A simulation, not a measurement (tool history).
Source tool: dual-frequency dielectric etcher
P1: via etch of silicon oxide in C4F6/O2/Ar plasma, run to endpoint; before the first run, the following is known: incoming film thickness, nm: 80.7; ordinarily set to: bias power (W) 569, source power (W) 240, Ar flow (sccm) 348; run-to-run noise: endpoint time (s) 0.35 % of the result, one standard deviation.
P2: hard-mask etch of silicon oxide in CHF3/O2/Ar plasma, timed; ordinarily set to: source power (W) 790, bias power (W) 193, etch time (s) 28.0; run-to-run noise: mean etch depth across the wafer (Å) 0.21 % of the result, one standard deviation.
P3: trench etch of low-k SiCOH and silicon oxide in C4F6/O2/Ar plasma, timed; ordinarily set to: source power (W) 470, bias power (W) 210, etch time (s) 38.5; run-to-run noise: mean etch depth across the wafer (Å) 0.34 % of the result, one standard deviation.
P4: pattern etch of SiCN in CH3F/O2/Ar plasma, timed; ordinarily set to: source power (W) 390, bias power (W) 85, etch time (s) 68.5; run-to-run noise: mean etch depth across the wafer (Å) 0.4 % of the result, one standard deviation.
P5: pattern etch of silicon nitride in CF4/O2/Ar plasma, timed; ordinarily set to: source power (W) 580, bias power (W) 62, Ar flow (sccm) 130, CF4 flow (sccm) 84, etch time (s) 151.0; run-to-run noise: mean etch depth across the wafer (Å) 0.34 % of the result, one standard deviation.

run	hour	process that ran	bias power (W)	source power (W)	Ar flow (sccm)	etch time (s)	CF4 flow (sccm)	endpoint time (s)	mean etch depth across the wafer (Å)
1	10.6	P1	569	240	348			20.611	
2	19.8	P2	193	960		28.0			705.47
3	27.4	P4	85	390		46.5			181.31
4	37.4	P2	237	790		28.0			701.61
5	49.5	P2	193	790		28.0			650.99
6	62.4	P1	569	240	252			19.871	
7	75.6	P5	62	580	158	151.0	84		3284.20
8	88.8	P1	409	240	348			23.376	
9	97.9	P4	85	490		68.5			292.51
10	109.7	P5	62	580	130	87.5	84		1939.90
11	118.6	P3	210	470		38.5			1357.30
12	133.7	P1	569	240	348			20.697	
# hour 141.2: wet clean of the chamber
13	145.0	P5	62	580	130	151.0	84		3350.60
14	155.8	P5	42	580	130	151.0	84		2890.80
15	165.8	P3	210	270		38.5			1084.70
16	178.7	P1	569	240	348			20.571	
17	192.6	P1	569	240	348			20.528	
18	204.5	P3	148	470		38.5			1216.70
19	216.5	P5	62	580	130	151.0	65		3230.00
20	225.9	P2	193	790		15.5			361.17
21	240.1	P1	569	180	290			22.489	
22	252.1	P2	193	790		28.0			653.03
23	261.5	P1	675	240	348			19.246	
24	269.0	P3	210	470		55.5			1941.70
25	281.4	P1	569	180	348			22.982	
26	289.2	P4	85	390		68.5			266.93
27	303.8	P1	569	240	348			20.480	
28	313.8	P4	60	390		68.5			236.45
29	322.7	P1	569	330	348			18.401	
30	333.4	P5	62	390	130	151.0	84		2382.90
31	341.4	P1	569	240	466			21.446	
32	353.5	P1	569	240	348			20.564	
33	364.9	P1	569	240	348			20.728	
34	374.9	P1	569	240	348			20.773	
35	388.6	P1	569	240	348			20.803	
# hour 403.3: wet clean of the chamber
36	403.9	P1	569	240	348			20.879	
37	412.0	P1	569	240	348			20.902	
38	425.5	P1	569	240	348			20.980	
39	438.5	P1	569	240	348			20.857	
40	448.0	P1	569	240	348			20.933	
41	460.9	P1	569	240	348			20.980	

Run 42 comes next. What will it give?
42	472.9	P1	569	240	348			?	

Run 42 came out at endpoint time (s) 20.975.
